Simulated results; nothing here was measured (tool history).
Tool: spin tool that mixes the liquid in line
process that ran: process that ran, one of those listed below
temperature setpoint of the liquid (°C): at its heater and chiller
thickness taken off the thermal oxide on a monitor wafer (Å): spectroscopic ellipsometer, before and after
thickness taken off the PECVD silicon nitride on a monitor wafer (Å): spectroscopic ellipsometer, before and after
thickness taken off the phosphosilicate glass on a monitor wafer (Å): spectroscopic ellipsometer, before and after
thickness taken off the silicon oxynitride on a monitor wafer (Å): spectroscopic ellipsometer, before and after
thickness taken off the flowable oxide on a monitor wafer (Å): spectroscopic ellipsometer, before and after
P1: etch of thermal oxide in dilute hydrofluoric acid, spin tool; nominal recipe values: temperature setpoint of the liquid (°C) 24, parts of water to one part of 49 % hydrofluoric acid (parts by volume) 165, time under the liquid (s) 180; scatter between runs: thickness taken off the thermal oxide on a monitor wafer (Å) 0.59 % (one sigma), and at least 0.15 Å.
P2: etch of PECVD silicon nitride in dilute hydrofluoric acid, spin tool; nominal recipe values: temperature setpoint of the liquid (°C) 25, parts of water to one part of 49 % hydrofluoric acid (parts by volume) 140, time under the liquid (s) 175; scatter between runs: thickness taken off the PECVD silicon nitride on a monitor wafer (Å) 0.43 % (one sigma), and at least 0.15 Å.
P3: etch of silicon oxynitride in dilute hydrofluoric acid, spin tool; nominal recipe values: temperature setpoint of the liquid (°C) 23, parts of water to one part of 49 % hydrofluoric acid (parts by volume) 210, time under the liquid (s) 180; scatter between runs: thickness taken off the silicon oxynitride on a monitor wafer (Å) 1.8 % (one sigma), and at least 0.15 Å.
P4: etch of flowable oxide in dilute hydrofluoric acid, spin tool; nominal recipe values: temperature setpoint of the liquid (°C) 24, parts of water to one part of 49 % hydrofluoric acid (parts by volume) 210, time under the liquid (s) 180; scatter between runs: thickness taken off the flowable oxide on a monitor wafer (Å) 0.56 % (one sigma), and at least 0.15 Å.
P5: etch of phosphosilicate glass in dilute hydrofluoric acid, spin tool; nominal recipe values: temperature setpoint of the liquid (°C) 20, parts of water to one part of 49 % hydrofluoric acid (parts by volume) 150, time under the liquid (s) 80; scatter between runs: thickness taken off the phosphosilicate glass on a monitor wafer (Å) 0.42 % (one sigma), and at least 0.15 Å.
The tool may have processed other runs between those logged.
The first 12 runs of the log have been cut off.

run	hour	process that ran	temperature setpoint of the liquid (°C)	parts of water to one part of 49 % hydrofluoric acid (parts by volume)	time under the liquid (s)	hours since the thermometer was replaced	hours since the hydrofluoric acid flow meter was replaced	thickness taken off the thermal oxide on a monitor wafer (Å)	thickness taken off the PECVD silicon nitride on a monitor wafer (Å)	thickness taken off the phosphosilicate glass on a monitor wafer (Å)	thickness taken off the silicon oxynitride on a monitor wafer (Å)	thickness taken off the flowable oxide on a monitor wafer (Å)
13	85.5	P2	25	140	50	1090.4	669.4		14.945			
14	95.6	P4	24	210	180	1100.5	679.5					221.32
15	106.2	P3	23	320	180	1111.1	690.1				7.1142	
16	114.3	P1	24	285	315	1119.2	698.2	39.68				
17	120.7	P5	20	150	15	1125.6	704.6			87.385		
18	125.7	P1	31.5	165	180	1130.6	709.6	57.477				
19	134.1	P1	24	100	180	1139	718	77.962				
20	140.2	P4	24	375	180	1145.1	724.1					106.13
21	146.8	P1	17	165	180	1151.7	730.7	33.153				
22	156	P1	24	165	180	1160.9	739.9	44.123				
23	161.4	P1	24	165	340	1166.3	745.3	82.169				

Run 24 has not been measured yet. What should we expect?
24	170.9	P2	19	140	175	1175.8	754.8		?			

For run 24 the tool returned thickness taken off the PECVD silicon nitride on a monitor wafer (Å) 35.433.

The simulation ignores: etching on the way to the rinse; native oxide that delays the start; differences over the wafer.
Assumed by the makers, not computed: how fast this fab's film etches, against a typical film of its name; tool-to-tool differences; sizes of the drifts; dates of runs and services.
